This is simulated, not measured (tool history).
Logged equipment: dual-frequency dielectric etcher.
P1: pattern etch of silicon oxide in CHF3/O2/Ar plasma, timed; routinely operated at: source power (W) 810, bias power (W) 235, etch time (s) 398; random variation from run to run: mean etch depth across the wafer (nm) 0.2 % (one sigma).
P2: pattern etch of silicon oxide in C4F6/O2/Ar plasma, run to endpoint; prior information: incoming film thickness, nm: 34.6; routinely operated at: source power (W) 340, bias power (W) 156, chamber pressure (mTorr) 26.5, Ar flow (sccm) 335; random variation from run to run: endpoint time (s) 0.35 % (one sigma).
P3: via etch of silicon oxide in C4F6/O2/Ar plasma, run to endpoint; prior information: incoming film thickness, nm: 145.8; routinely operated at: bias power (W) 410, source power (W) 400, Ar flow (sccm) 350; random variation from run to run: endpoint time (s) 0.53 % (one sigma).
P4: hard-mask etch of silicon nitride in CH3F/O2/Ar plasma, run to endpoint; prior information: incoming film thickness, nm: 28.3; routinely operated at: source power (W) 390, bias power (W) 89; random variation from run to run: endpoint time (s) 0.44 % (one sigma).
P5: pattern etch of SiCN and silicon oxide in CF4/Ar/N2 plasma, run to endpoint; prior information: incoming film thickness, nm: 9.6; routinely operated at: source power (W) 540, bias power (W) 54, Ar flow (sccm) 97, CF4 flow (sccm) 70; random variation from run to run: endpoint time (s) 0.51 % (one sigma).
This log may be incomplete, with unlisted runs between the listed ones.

run,hour,process that ran,source power (W),bias power (W),etch time (s),Ar flow (sccm),CF4 flow (sccm),chamber pressure (mTorr),hours since the last wet clean,hours since the last source power generator calibration,hours since the last bias power generator calibration,mean etch depth across the wafer (nm),endpoint time (s)
1,2.9,P1,810,235,398,,,,288.8,2599.4,2139.3,969.14,
2,8.9,P3,540,410,,350,,,294.8,2605.4,2145.3,,31.981
3,14.8,P3,400,410,,350,,,300.7,2611.3,2151.2,,35.286
4,18.3,P3,400,541,,350,,,304.2,2614.8,2154.7,,31.93
5,22.8,P5,540,36,,97,70,,308.7,2619.3,2159.2,,11.277
6,28.6,P1,520,148,398,,,,314.5,2625.1,2165,703.16,
7,34,P4,280,89,,,,,319.9,2630.5,2170.4,,43.296
8,39.4,P4,390,89,,,,,325.3,2635.9,2175.8,,38.304
9,44.9,P2,470,156,,335,,26.5,330.8,2641.4,2181.3,,10.507
10,49.3,P1,810,235,261.5,,,,335.2,2645.8,2185.7,640.12,
11,53.7,P1,810,235,398,,,,339.6,2650.2,2190.1,970.75,
12,57.4,P5,540,54,,128,70,,343.3,2653.9,2193.8,,10.443
13,62.2,P2,340,156,,335,,26.5,348.1,2658.7,2198.6,,11.889
14,65.1,P1,810,235,398,,,,351,2661.6,2201.5,969.66,
15,69.3,P1,810,235,398,,,,355.2,2665.8,2205.7,973.46,
16,73.9,P5,540,54,,97,54,,359.8,2670.4,2210.3,,10.383
17,78.8,P1,810,235,398,,,,364.7,2675.3,2215.2,969.01,
18,84.3,P5,540,54,,97,70,,370.2,2680.8,2220.7,,10.038
19,88.1,P1,810,235,540,,,,374,2684.6,2224.5,1318.3,
20,93.3,P1,810,305,398,,,,379.2,2689.8,2229.7,1061.9,
21,96.6,P1,550,235,398,,,,382.5,2693.1,2233,841.1,
22,100.9,P2,340,156,,335,,33.5,386.8,2697.4,2237.3,,12.201
23,107.1,P1,810,235,398,,,,393,2703.6,2243.5,969.73,
24,110,P3,400,410,,350,,,395.9,2706.5,2246.4,,35.294
25,114.3,P4,390,63,,,,,400.2,2710.8,2250.7,,42.768
26,120.3,P1,1040,235,277,,,,406.2,2716.8,2256.7,741.36,
27,124.8,P1,1010,235,398,,,,410.7,2721.3,2261.2,1056.1,
28,129.1,P5,740,54,,97,70,,415,2725.6,2265.5,,7.6025
29,131.8,P1,810,235,398,,,,417.7,2728.3,2268.2,971.16,
30,138,P3,400,410,,438,,,423.9,2734.5,2274.4,,36.56
31,144.2,P1,640,235,303.5,,,,430.1,2740.7,2280.6,678.8,
32,149,P2,340,156,,198,,26.5,434.9,2745.5,2285.4,,11.167
33,153.2,P2,340,92,,335,,26.5,439.1,2749.7,2289.6,,13.865
34,156.5,P1,810,171,398,,,,442.4,2753,2292.9,870.12,
35,161.7,P4,390,89,,,,,447.6,2758.2,2298.1,,38.05
36,166.9,P1,810,235,398,,,,452.8,2763.4,2303.3,966.95,
37,169.9,P1,810,235,398,,,,455.8,2766.4,2306.3,967.91,
38,174.5,P1,810,235,398,,,,460.4,2771,2310.9,958.55,
39,178,P1,810,235,398,,,,463.9,2774.5,2314.4,961.7,
40,182.3,P1,810,235,398,,,,468.2,2778.8,2318.7,961.36,
41,185.2,P1,810,235,398,,,,471.1,2781.7,2321.6,958.6,
42,191.1,P1,810,235,398,,,,477,2787.6,2327.5,956.41,
43,195.3,P1,810,235,398,,,,481.2,2791.8,2331.7,954.48,
# hour 196.5: wet clean of the chamber
44,199.9,P1,810,235,398,,,,3.5,2796.4,2336.3,954.19,
45,204.2,P1,810,235,398,,,,7.8,2800.7,2340.6,956.54,
46,208.3,P1,810,235,398,,,,11.9,2804.8,2344.7,957.72,
47,213.1,P1,810,235,398,,,,16.7,2809.6,2349.5,952.68,

What P1 gives has crept off from where it sat before. The 2 causes that follow fit the log equally well, each at the size noted:
A: source power that arrives under what is set, % = 4.17
B: bias power that arrives under what is set, % = 4.56
Onset of the creep was near hour 166.9.
Each remaining cause and why it is not a fit:
chamber walls in a state that lowers the etch rate, %: serviced at hour 196.5, which brought nothing back

The list below offers 4 check runs, each averaging the results of 3 wafers, and shows each result as a question mark. For which of them would the listed causes give clearly different results?
check 1,217.9,P4,290,74,,,,,,,,,?
check 2,217.9,P2,340,156,,230,,26.5,,,,,?
check 3,217.9,P3,400,538,,350,,,,,,,?
check 4,217.9,P5,690,54,,97,70,,,,,,?

Outcome of each check run for each possible cause:
check,result,if A,if B
check 1,endpoint time (s),46.469,46.488
check 2,endpoint time (s),11.557,11.531
check 3,endpoint time (s),32.788,32.852
check 4,endpoint time (s),8.3917,8.192
Gap, in per cent, between the two causes that each check separates least, read from the result that separates them most: check 1 0.04 %; check 2 0.23 %; check 3 0.19 %; check 4 2.41 %
The other checks would show nearly matching results whichever cause is true, so check 4 is the only one that separates the causes.

Here is what check 4 returned: endpoint time (s) 8.3744. Which cause is it?

The cause is A: source power that arrives under what is set, %.
